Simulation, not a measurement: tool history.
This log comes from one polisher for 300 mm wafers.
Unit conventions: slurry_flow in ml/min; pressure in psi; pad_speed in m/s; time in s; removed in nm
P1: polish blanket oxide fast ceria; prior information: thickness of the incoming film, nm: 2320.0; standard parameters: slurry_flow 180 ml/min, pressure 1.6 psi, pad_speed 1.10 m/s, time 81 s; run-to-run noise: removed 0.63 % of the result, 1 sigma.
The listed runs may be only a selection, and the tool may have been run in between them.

run	hour	slurry_flow	pressure	pad_speed	time	removed
1	13.3	180	1.6	1.10	81	751.98
# hour 22.2: head pressure recalibrated
2	25.9	110	1.6	1.10	81	684.29
3	37.6	270	1.6	1.10	81	801.24
4	50.3	180	1.6	1.10	81	753.74
5	62.5	180	1.6	1.10	119	1113.30
6	75.6	180	1.6	1.10	81	758.64
7	89.8	180	1.6	1.10	81	758.25
8	100.6	180	1.6	1.10	81	754.93
9	111.9	180	2.2	1.10	81	1028.70
10	125.2	270	1.6	1.42	81	1019.00
11	134.5	180	1.6	0.58	81	400.95
12	148.3	180	1.6	1.68	81	1155.70
# hour 150.1: slurry nozzle cleaned
13	161.5	180	0.7	1.10	81	328.98
14	170.7	180	1.6	1.10	40	372.04
15	180.4	180	1.6	1.10	81	754.20
16	189.9	180	1.6	1.10	81	736.38
17	200.4	180	1.6	1.10	81	727.31
18	209.9	180	1.6	1.10	81	712.16
19	219.0	180	1.6	1.10	81	706.30
20	226.5	180	1.6	1.10	81	709.75
# hour 235.8: worn pad replaced by a new one
21	238.5	180	1.6	1.10	81	700.79
22	245.1	180	1.6	1.10	81	703.10
23	251.2	180	1.6	1.10	81	699.91
24	262.4	180	1.6	1.10	81	701.69
25	271.6	180	1.6	1.10	81	694.90
26	285.4	180	1.6	1.10	81	695.57

What P1 gives has crept away from where it was. These 2 causes fit the log equally well, each at the size given:
A: head's pressure below its setpoint, % = 7.61
B: slurry flow missing at the pad, % = 35.6
At approximately hour 180.4, the process output began to creep.
Why every other cause is out:
removal rate lost through wear of the pad, %: serviced at hour 235.8, after the drift had started, without restoring the earlier output

The list below offers 4 check runs, each averaging the results of 2 wafers, and shows each result as a question mark. For which of them would the listed causes give clearly different results?
check 1	299.2	180	1.6	0.84	81	?
check 2	299.2	180	1.6	0.68	117	?
check 3	299.2	110	1.6	1.10	45	?
check 4	299.2	180	0.9	1.64	81	?

What every check run would give for each of its results, assuming each possible cause in turn:
check	result	if A	if B
check 1	removed	531.90	531.96
check 2	removed	621.95	622.03
check 3	removed	353.40	338.33
check 4	removed	584.14	584.21
Gap, in per cent, between the two causes that each check separates least, read from the result that separates them most: check 1 0.01 %; check 2 0.01 %; check 3 4.36 %; check 4 0.01 %
Check 3 distinguishes between the causes, while the remaining checks would return nearly the same result for all of them.

Check 3 was then run and gave: removed 355.78 nm. Which cause is it?

It is A: head's pressure below its setpoint, %.
